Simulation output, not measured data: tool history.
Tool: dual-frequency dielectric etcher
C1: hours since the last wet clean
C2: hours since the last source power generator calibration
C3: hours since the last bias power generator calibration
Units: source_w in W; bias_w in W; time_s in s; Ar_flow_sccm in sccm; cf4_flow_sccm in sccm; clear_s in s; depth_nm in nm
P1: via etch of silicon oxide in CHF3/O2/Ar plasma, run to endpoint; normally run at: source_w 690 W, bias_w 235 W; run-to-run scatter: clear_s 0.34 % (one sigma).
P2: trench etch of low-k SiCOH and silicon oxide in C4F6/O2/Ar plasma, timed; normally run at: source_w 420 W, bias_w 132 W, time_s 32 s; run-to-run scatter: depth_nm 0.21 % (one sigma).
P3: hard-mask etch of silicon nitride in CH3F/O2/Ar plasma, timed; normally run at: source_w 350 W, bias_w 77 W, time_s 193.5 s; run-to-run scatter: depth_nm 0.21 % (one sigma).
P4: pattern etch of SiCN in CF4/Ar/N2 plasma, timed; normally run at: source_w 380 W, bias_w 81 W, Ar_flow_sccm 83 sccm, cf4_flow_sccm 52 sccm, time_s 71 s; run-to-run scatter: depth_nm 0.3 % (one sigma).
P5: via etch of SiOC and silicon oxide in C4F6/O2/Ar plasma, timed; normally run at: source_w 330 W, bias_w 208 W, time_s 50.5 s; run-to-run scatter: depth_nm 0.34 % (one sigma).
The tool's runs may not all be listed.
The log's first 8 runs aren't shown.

{"run": 9, "hour": 61.1, "process": "P4", "source_w": 380, "bias_w": 48, "time_s": 71, "Ar_flow_sccm": 83, "cf4_flow_sccm": 52, "C1": 388.1, "C2": 1687.5, "C3": 2290.3, "depth_nm": 45.071}
{"run": 10, "hour": 65.3, "process": "P4", "source_w": 380, "bias_w": 81, "time_s": 88.5, "Ar_flow_sccm": 83, "cf4_flow_sccm": 52, "C1": 392.3, "C2": 1691.7, "C3": 2294.5, "depth_nm": 67.262}
{"run": 11, "hour": 73.1, "process": "P5", "source_w": 410, "bias_w": 208, "time_s": 50.5, "C1": 400.1, "C2": 1699.5, "C3": 2302.3, "depth_nm": 60.741}
{"run": 12, "hour": 80.8, "process": "P3", "source_w": 350, "bias_w": 77, "time_s": 193.5, "C1": 407.8, "C2": 1707.2, "C3": 2310, "depth_nm": 133.52}
{"run": 13, "hour": 89.0, "process": "P4", "source_w": 380, "bias_w": 81, "time_s": 71, "Ar_flow_sccm": 62, "cf4_flow_sccm": 52, "C1": 416, "C2": 1715.4, "C3": 2318.2, "depth_nm": 55.826}
{"run": 14, "hour": 98.1, "process": "P3", "source_w": 350, "bias_w": 77, "time_s": 106.5, "C1": 425.1, "C2": 1724.5, "C3": 2327.3, "depth_nm": 73.259}
{"run": 15, "hour": 102.4, "process": "P1", "source_w": 690, "bias_w": 235, "C1": 429.4, "C2": 1728.8, "C3": 2331.6, "clear_s": 211.85}
{"run": 16, "hour": 111.6, "process": "P1", "source_w": 690, "bias_w": 235, "C1": 438.6, "C2": 1738, "C3": 2340.8, "clear_s": 211}
{"run": 17, "hour": 117.8, "process": "P4", "source_w": 270, "bias_w": 81, "time_s": 71, "Ar_flow_sccm": 83, "cf4_flow_sccm": 52, "C1": 444.8, "C2": 1744.2, "C3": 2347, "depth_nm": 39.849}
{"run": 18, "hour": 126.8, "process": "P4", "source_w": 380, "bias_w": 81, "time_s": 71, "Ar_flow_sccm": 83, "cf4_flow_sccm": 74, "C1": 453.8, "C2": 1753.2, "C3": 2356, "depth_nm": 56.434}
{"run": 19, "hour": 135.0, "process": "P2", "source_w": 420, "bias_w": 132, "time_s": 42, "C1": 462, "C2": 1761.4, "C3": 2364.2, "depth_nm": 124.31}
{"run": 20, "hour": 139.0, "process": "P1", "source_w": 690, "bias_w": 235, "C1": 466, "C2": 1765.4, "C3": 2368.2, "clear_s": 210.85}
{"run": 21, "hour": 143.0, "process": "P3", "source_w": 220, "bias_w": 77, "time_s": 193.5, "C1": 470, "C2": 1769.4, "C3": 2372.2, "depth_nm": 112.11}
{"run": 22, "hour": 148.4, "process": "P1", "source_w": 420, "bias_w": 235, "C1": 475.4, "C2": 1774.8, "C3": 2377.6, "clear_s": 254.32}
{"run": 23, "hour": 153.6, "process": "P1", "source_w": 690, "bias_w": 164, "C1": 480.6, "C2": 1780, "C3": 2382.8, "clear_s": 239.32}
{"run": 24, "hour": 159.4, "process": "P2", "source_w": 420, "bias_w": 95, "time_s": 32, "C1": 486.4, "C2": 1785.8, "C3": 2388.6, "depth_nm": 86.43}

Run 25 comes next. What will it give?
{"run": 25, "hour": 164.2, "process": "P2", "source_w": 420, "bias_w": 132, "time_s": 32, "C1": 491.2, "C2": 1790.6, "C3": 2393.4, "depth_nm": "?"}

depth_nm: 94.976 nm

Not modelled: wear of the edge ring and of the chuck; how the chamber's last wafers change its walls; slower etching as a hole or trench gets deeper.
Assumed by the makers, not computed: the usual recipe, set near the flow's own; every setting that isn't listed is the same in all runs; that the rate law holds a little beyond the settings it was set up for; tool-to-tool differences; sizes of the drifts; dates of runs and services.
